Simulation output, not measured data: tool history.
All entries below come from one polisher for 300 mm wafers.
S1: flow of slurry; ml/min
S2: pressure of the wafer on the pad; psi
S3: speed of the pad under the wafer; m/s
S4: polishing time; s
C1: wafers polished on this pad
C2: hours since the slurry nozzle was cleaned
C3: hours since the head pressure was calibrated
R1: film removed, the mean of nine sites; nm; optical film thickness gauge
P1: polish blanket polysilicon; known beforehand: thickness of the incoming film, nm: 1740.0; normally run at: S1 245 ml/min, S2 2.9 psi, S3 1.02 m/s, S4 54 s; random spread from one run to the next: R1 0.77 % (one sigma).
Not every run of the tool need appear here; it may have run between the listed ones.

{"run": 1, "hour": 4.2, "S1": 245, "S2": 2.9, "S3": 1.02, "S4": 54, "C1": 609, "C2": 122.4, "C3": 245.5, "R1": 439.89}
{"run": 2, "hour": 9.8, "S1": 245, "S2": 2.9, "S3": 0.68, "S4": 77, "C1": 659, "C2": 128, "C3": 251.1, "R1": 431.81}
{"run": 3, "hour": 14.5, "S1": 355, "S2": 2.9, "S3": 1.38, "S4": 54, "C1": 702, "C2": 132.7, "C3": 255.8, "R1": 626.76}
{"run": 4, "hour": 20.4, "S1": 245, "S2": 4.6, "S3": 1.02, "S4": 54, "C1": 756, "C2": 138.6, "C3": 261.7, "R1": 710.43}
{"hour": 24.8, "done": "head pressure recalibrated"}
{"run": 5, "hour": 28.3, "S1": 245, "S2": 1.3, "S3": 1.02, "S4": 54, "C1": 827, "C2": 146.5, "C3": 3.5, "R1": 198.93}
{"run": 6, "hour": 36.7, "S1": 245, "S2": 2.9, "S3": 1.02, "S4": 54, "C1": 904, "C2": 154.9, "C3": 11.9, "R1": 446.53}
{"run": 7, "hour": 44.6, "S1": 245, "S2": 2.9, "S3": 1.02, "S4": 77, "C1": 976, "C2": 162.8, "C3": 19.8, "R1": 644.69}
{"run": 8, "hour": 49.4, "S1": 245, "S2": 2.9, "S3": 0.46, "S4": 54, "C1": 1019, "C2": 167.6, "C3": 24.6, "R1": 201.08}
{"run": 9, "hour": 55.9, "S1": 245, "S2": 2.9, "S3": 1.6, "S4": 54, "C1": 1078, "C2": 174.1, "C3": 31.1, "R1": 692.42}
{"run": 10, "hour": 65.2, "S1": 145, "S2": 2.9, "S3": 1.02, "S4": 54, "C1": 1163, "C2": 183.4, "C3": 40.4, "R1": 416.89}
{"run": 11, "hour": 74.7, "S1": 245, "S2": 2.9, "S3": 1.02, "S4": 24, "C1": 1249, "C2": 192.9, "C3": 49.9, "R1": 195.58}
{"run": 12, "hour": 83.9, "S1": 245, "S2": 2.9, "S3": 1.02, "S4": 54, "C1": 1332, "C2": 202.1, "C3": 59.1, "R1": 445.29}
{"run": 13, "hour": 88.6, "S1": 245, "S2": 2.9, "S3": 1.02, "S4": 54, "C1": 1375, "C2": 206.8, "C3": 63.8, "R1": 448.21}
{"run": 14, "hour": 93.5, "S1": 245, "S2": 2.9, "S3": 1.02, "S4": 54, "C1": 1420, "C2": 211.7, "C3": 68.7, "R1": 444}
{"run": 15, "hour": 98.6, "S1": 330, "S2": 2.9, "S3": 1.02, "S4": 54, "C1": 1466, "C2": 216.8, "C3": 73.8, "R1": 456.48}
{"run": 16, "hour": 107.5, "S1": 245, "S2": 2.9, "S3": 1.02, "S4": 54, "C1": 1547, "C2": 225.7, "C3": 82.7, "R1": 444.78}
{"run": 17, "hour": 116.4, "S1": 245, "S2": 2.9, "S3": 1.02, "S4": 54, "C1": 1628, "C2": 234.6, "C3": 91.6, "R1": 445.01}
{"run": 18, "hour": 123.5, "S1": 245, "S2": 2.9, "S3": 1.02, "S4": 54, "C1": 1692, "C2": 241.7, "C3": 98.7, "R1": 437.88}
{"run": 19, "hour": 127.8, "S1": 245, "S2": 2.9, "S3": 1.02, "S4": 54, "C1": 1731, "C2": 246, "C3": 103, "R1": 430.96}
{"run": 20, "hour": 137.1, "S1": 245, "S2": 2.9, "S3": 1.02, "S4": 54, "C1": 1816, "C2": 255.3, "C3": 112.3, "R1": 432.6}
{"run": 21, "hour": 144.6, "S1": 245, "S2": 2.9, "S3": 1.02, "S4": 54, "C1": 1884, "C2": 262.8, "C3": 119.8, "R1": 425.73}
{"hour": 146.4, "done": "head pressure recalibrated"}
{"run": 22, "hour": 153.1, "S1": 245, "S2": 2.9, "S3": 1.02, "S4": 54, "C1": 1961, "C2": 271.3, "C3": 6.8, "R1": 422.68}
{"run": 23, "hour": 161.3, "S1": 245, "S2": 2.9, "S3": 1.02, "S4": 54, "C1": 2035, "C2": 279.5, "C3": 15, "R1": 417.34}
{"run": 24, "hour": 169.9, "S1": 245, "S2": 2.9, "S3": 1.02, "S4": 54, "C1": 2114, "C2": 288.1, "C3": 23.6, "R1": 423.35}
{"run": 25, "hour": 174.8, "S1": 245, "S2": 2.9, "S3": 1.02, "S4": 54, "C1": 2158, "C2": 293, "C3": 28.5, "R1": 417.35}
{"run": 26, "hour": 182.9, "S1": 245, "S2": 2.9, "S3": 1.02, "S4": 54, "C1": 2232, "C2": 301.1, "C3": 36.6, "R1": 421.05}
{"run": 27, "hour": 187.4, "S1": 245, "S2": 2.9, "S3": 1.02, "S4": 54, "C1": 2272, "C2": 305.6, "C3": 41.1, "R1": 420.22}
{"run": 28, "hour": 192.3, "S1": 245, "S2": 2.9, "S3": 1.02, "S4": 54, "C1": 2317, "C2": 310.5, "C3": 46, "R1": 420.49}

Compared with where it was, what P1 gives has crept away. Each cause listed below fits the log as well as the rest, at the size given for it:
A: removal rate lost through wear of the pad, % = 5.62
B: slurry flow missing at the pad, % = 35.2
The drift started at roughly hour 116.4.
All other causes, with the reason each is excluded:
head's pressure below its setpoint, %: serviced at hour 146.4, after the drift had started, without restoring the earlier output

Below are 4 check runs, each averaged over 3 wafers, with their results shown as question marks. Which of them would give clearly different results depending on which cause is behind the drift?
{"run": "check 1", "hour": 197.2, "S1": 245, "S2": 1.3, "S3": 1.02, "S4": 54, "R1": "?"}
{"run": "check 2", "hour": 197.2, "S1": 145, "S2": 2.9, "S3": 1.02, "S4": 25, "R1": "?"}
{"run": "check 3", "hour": 197.2, "S1": 295, "S2": 2.9, "S3": 1.02, "S4": 54, "R1": "?"}
{"run": "check 4", "hour": 197.2, "S1": 245, "S2": 1.4, "S3": 1.02, "S4": 76, "R1": "?"}

Outcome of each check run for each possible cause:
check=check_1 result=R1 if_A=188.67 if_B=188.65
check=check_2 result=R1 if_A=181.08 if_B=174.67
check=check_3 result=R1 if_A=428.7 if_B=432.67
check=check_4 result=R1 if_A=285.97 if_B=285.94
Per check, the gap between the least separated pair of causes, taken in the result that splits them most: check 1 0.01 %; check 2 3.61 %; check 3 0.92 %; check 4 0.01 %
Check 2 is the one run that separates the causes; every other check would come out nearly the same whichever cause is at work.

After running check 2, the following was obtained: R1 174.55 nm. Which cause does this point to?

The cause is B: slurry flow missing at the pad, %.
